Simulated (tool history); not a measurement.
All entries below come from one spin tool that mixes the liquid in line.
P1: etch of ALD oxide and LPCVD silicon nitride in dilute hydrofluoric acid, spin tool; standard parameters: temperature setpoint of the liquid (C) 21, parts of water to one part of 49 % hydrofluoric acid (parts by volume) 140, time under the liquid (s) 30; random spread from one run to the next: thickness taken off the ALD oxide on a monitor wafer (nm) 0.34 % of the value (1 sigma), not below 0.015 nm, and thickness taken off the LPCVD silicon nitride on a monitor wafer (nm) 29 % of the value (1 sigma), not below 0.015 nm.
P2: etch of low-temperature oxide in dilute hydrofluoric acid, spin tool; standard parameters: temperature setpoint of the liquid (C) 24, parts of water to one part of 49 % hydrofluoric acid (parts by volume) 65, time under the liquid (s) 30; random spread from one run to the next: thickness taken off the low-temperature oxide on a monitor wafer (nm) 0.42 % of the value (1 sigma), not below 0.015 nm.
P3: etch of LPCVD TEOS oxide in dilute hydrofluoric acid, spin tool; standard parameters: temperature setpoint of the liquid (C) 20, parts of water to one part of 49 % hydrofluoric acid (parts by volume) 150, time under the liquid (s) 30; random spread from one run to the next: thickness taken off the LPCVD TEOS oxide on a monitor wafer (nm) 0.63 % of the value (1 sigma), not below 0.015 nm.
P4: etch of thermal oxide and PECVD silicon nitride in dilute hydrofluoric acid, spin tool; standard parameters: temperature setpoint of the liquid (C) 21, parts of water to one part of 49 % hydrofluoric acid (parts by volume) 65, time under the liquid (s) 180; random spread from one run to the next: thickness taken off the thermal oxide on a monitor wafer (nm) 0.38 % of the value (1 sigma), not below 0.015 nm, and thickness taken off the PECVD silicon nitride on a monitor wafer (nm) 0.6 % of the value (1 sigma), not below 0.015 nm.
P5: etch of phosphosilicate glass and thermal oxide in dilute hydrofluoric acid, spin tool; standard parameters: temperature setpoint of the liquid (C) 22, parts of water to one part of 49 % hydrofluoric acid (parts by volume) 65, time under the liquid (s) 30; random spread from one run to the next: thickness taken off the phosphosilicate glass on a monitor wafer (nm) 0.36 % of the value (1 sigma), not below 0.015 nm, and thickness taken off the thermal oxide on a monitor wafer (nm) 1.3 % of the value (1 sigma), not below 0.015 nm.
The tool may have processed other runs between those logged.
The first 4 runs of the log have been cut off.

run     day  process that ran  temperature setpoint of the liquid (C)  parts of water to one part of 49 % hydrofluoric acid (parts by volume)  time under the liquid (s)  hours since the thermometer was replaced  hours since the hydrofluoric acid flow meter was replaced  thickness taken off the ALD oxide on a monitor wafer (nm)  thickness taken off the LPCVD silicon nitride on a monitor wafer (nm)  thickness taken off the thermal oxide on a monitor wafer (nm)  thickness taken off the PECVD silicon nitride on a monitor wafer (nm)  thickness taken off the phosphosilicate glass on a monitor wafer (nm)  thickness taken off the low-temperature oxide on a monitor wafer (nm)  thickness taken off the LPCVD TEOS oxide on a monitor wafer (nm)
  5   2.775                P1                                      21                                                                     140                         30                                    2162.9                                                     1646.9                                                     5.8566                                                                0.01952
  6   3.308                P4                                      21                                                                      65                        290                                    2175.7                                                     1659.7                                                                                                                                                                                           19.842                                                                 8.3877
  7   3.733                P4                                      21                                                                      25                        180                                    2185.9                                                     1669.9                                                                                                                                                                                           33.394                                                                 13.249
  8   4.454                P1                                      17                                                                     140                         45                                    2203.2                                                     1687.2                                                     7.4726                                                               0.074672
  9   4.792                P2                                      24                                                                     105                         30                                    2211.3                                                     1695.3                                                                                                                                                                                                                                                                                                                                                                                                                6.6845
 10   5.292                P2                                      24                                                                      65                         50                                    2223.3                                                     1707.3                                                                                                                                                                                                                                                                                                                                                                                                                18.871
 11   6.021                P1                                      21                                                                     140                         30                                    2240.8                                                     1724.8                                                     5.8486                                                               0.024746
 12   6.696                P2                                      24                                                                      65                         30                                      2257                                                       1741                                                                                                                                                                                                                                                                                                                                                                                                                11.394
 13   7.354                P1                                      21                                                                     230                         30                                    2272.8                                                     1756.8                                                     3.2631                                                               0.032917
 14   7.833                P2                                    31.5                                                                      65                         30                                    2284.3                                                     1768.3                                                                                                                                                                                                                                                                                                                                                                                                                15.268
 15   8.571                P1                                      25                                                                     140                         30                                      2302                                                       1786                                                     6.8079                                                               0.062974
 16   9.138                P1                                      21                                                                      80                         30                                    2315.6                                                     1799.6                                                      11.05                                                                0.20236
 17   9.742                P3                                      20                                                                     150                         45                                    2330.1                                                     1814.1                                                                                                                                                                                                                                                                                                                                                                                                                                                                                  7.6377
 18    10.3                P1                                    28.5                                                                     140                         15                                    2343.5                                                     1827.5                                                      3.842                                                                0.06325
 19  10.696                P1                                      21                                                                     140                         15                                      2353                                                       1837                                                     2.8972                                                               0.053336
 20  11.338                P3                                      20                                                                     150                         30                                    2368.4                                                     1852.4                                                                                                                                                                                                                                                                                                                                                                                                                                                                                  5.0359
     11.521  -- thermometer replaced
 21  11.917                P2                                      24                                                                      65                         30                                       9.5                                                     1866.3                                                                                                                                                                                                                                                                                                                                                                                                                11.302
 22  12.308                P1                                      21                                                                     140                         30                                      18.9                                                     1875.7                                                     5.8469                                                                0.10025
 23  13.046                P3                                      25                                                                     150                         30                                      36.6                                                     1893.4                                                                                                                                                                                                                                                                                                                                                                                                                                                                                  6.0833
 24  13.658                P1                                      21                                                                     140                         45                                      51.3                                                     1908.1                                                     8.7851                                                               0.079479
 25  14.321                P5                                      22                                                                      65                         30                                      67.2                                                       1924                                                                                                                                                                                           1.9995                                                                                                                                        55.769
 26  14.996                P4                                      21                                                                      65                        180                                      83.4                                                     1940.2                                                                                                                                                                                           12.349                                                                 5.2131
 27  15.333                P5                                      22                                                                     115                         30                                      91.5                                                     1948.3                                                                                                                                                                                           1.0597                                                                                                                                        29.611
 28  15.804                P5                                      22                                                                      65                         50                                     102.8                                                     1959.6                                                                                                                                                                                           3.3324                                                                                                                                        93.367
 29  16.392                P3                                      20                                                                      90                         30                                     116.9                                                     1973.7                                                                                                                                                                                                                                                                                                                                                                                                                                                                                  8.9924

Estimate the outcome of run 30 from the log above:
 30  16.829                P1                                      21                                                                     140                         30                                     127.4                                                     1984.2                                                          ?                                                                      ?

thickness taken off the ALD oxide on a monitor wafer (nm): 5.8313
thickness taken off the LPCVD silicon nitride on a monitor wafer (nm): 0.083961
